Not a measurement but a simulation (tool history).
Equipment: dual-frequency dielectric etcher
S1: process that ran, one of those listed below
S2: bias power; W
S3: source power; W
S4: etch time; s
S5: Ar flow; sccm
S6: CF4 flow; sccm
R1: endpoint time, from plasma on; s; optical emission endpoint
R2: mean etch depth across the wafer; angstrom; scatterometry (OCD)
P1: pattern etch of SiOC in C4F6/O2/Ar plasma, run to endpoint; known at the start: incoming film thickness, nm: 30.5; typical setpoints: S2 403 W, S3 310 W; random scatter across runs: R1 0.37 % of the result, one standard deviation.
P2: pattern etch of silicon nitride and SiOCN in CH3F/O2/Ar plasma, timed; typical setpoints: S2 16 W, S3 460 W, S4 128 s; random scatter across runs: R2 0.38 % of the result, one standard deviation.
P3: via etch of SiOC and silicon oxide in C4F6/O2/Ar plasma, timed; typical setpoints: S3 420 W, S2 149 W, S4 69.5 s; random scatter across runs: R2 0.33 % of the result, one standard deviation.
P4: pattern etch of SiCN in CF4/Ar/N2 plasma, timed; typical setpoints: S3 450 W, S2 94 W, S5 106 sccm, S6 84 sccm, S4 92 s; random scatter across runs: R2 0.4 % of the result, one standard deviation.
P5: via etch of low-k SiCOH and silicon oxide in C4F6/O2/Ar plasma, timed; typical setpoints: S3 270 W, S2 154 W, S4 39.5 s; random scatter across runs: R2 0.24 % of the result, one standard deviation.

Run 1, hour 5.6: S1 P1, S2 403 W, S3 310 W. Result: R1 12.646 s.
Run 2, hour 11.9: S1 P1, S2 403 W, S3 310 W. Result: R1 12.65 s.
Run 3, hour 20: S1 P1, S2 403 W, S3 310 W. Result: R1 12.614 s.
Run 4, hour 25.9: S1 P1, S2 485 W, S3 310 W. Result: R1 11.755 s.
Run 5, hour 30: S1 P5, S2 154 W, S3 270 W, S4 54.5 s. Result: R2 1121 angstrom.
Run 6, hour 36.6: S1 P3, S2 149 W, S3 420 W, S4 69.5 s. Result: R2 734.32 angstrom.
Run 7, hour 41: S1 P4, S2 94 W, S3 550 W, S4 92 s, S5 106 sccm, S6 84 sccm. Result: R2 1016.7 angstrom.
Run 8, hour 48.4: S1 P1, S2 403 W, S3 310 W. Result: R1 12.533 s.
Run 9, hour 56.4: S1 P5, S2 154 W, S3 270 W, S4 39.5 s. Result: R2 813.36 angstrom.
Run 10, hour 64.3: S1 P1, S2 403 W, S3 310 W. Result: R1 12.551 s.
Run 11, hour 71: S1 P5, S2 154 W, S3 180 W, S4 39.5 s. Result: R2 698.3 angstrom.
Run 12, hour 76.1: S1 P4, S2 94 W, S3 450 W, S4 92 s, S5 77 sccm, S6 84 sccm. Result: R2 892.51 angstrom.
Run 13, hour 83.3: S1 P1, S2 403 W, S3 310 W. Result: R1 12.584 s.
Run 14, hour 88: S1 P1, S2 557 W, S3 250 W. Result: R1 12.09 s.
Run 15, hour 93.9: S1 P2, S2 22 W, S3 460 W, S4 128 s. Result: R2 178.7 angstrom.
Run 16, hour 99: S1 P5, S2 190 W, S3 270 W, S4 39.5 s. Result: R2 871.66 angstrom.
Run 17, hour 105.9: S1 P2, S2 16 W, S3 460 W, S4 86 s. Result: R2 104.82 angstrom.
Run 18, hour 113.6: S1 P3, S2 149 W, S3 580 W, S4 69.5 s. Result: R2 834.92 angstrom.
At hour 116.6: bias power generator calibrated.
Run 19, hour 117.7: S1 P2, S2 16 W, S3 460 W, S4 128 s. Result: R2 156.23 angstrom.
Run 20, hour 123.5: S1 P4, S2 94 W, S3 450 W, S4 92 s, S5 106 sccm, S6 107 sccm. Result: R2 884.97 angstrom.
Run 21, hour 127.9: S1 P1, S2 543 W, S3 250 W. Result: R1 12.191 s.
Run 22, hour 133: S1 P1, S2 403 W, S3 310 W. Result: R1 12.566 s.
Run 23, hour 138.1: S1 P1, S2 246 W, S3 310 W. Result: R1 15.076 s.
Run 24, hour 144.5: S1 P3, S2 201 W, S3 420 W, S4 69.5 s. Result: R2 810.98 angstrom.
Run 25, hour 149: S1 P1, S2 403 W, S3 420 W. Result: R1 11.301 s.
Run 26, hour 156.1: S1 P4, S2 94 W, S3 450 W, S4 92 s, S5 106 sccm, S6 84 sccm. Result: R2 857.95 angstrom.
Run 27, hour 162.8: S1 P3, S2 149 W, S3 420 W, S4 47.5 s. Result: R2 499.35 angstrom.
Run 28, hour 170.9: S1 P4, S2 54 W, S3 450 W, S4 92 s, S5 106 sccm, S6 84 sccm. Result: R2 708.29 angstrom.
Run 29, hour 179.1: S1 P4, S2 94 W, S3 450 W, S4 129 s, S5 106 sccm, S6 84 sccm. Result: R2 1198.6 angstrom.
Run 30, hour 184.5: S1 P2, S2 16 W, S3 460 W, S4 128 s. Result: R2 157.07 angstrom.
Run 31, hour 192: S1 P2, S2 16 W, S3 270 W, S4 128 s. Result: R2 128.63 angstrom.
Run 32, hour 198.8: S1 P4, S2 94 W, S3 450 W, S4 92 s, S5 106 sccm, S6 84 sccm. Result: R2 853.93 angstrom.
Run 33, hour 205.4: S1 P1, S2 555 W, S3 380 W. Result: R1 10.383 s.
Run 34, hour 211.1: S1 P1, S2 403 W, S3 230 W. Result: R1 14.046 s.
Run 35, hour 216.3: S1 P1, S2 403 W, S3 310 W. Result: R1 12.642 s.
Run 36, hour 220: S1 P1, S2 403 W, S3 310 W. Result: R1 12.724 s.
Run 37, hour 227.9: S1 P1, S2 403 W, S3 310 W. Result: R1 12.765 s.
Run 38, hour 232.1: S1 P1, S2 403 W, S3 310 W. Result: R1 12.819 s.
Run 39, hour 237.5: S1 P1, S2 403 W, S3 310 W. Result: R1 12.904 s.
At hour 240.9: wet clean of the chamber.
Run 40, hour 241.1: S1 P1, S2 403 W, S3 310 W. Result: R1 12.809 s.
Run 41, hour 249.2: S1 P1, S2 403 W, S3 310 W. Result: R1 12.88 s.

The next listed run, before its measurement:
Run 42, hour 253.2: S1 P1, S2 403 W, S3 310 W. Result: R1 ?.

Run 42 gave R1 12.863 s.
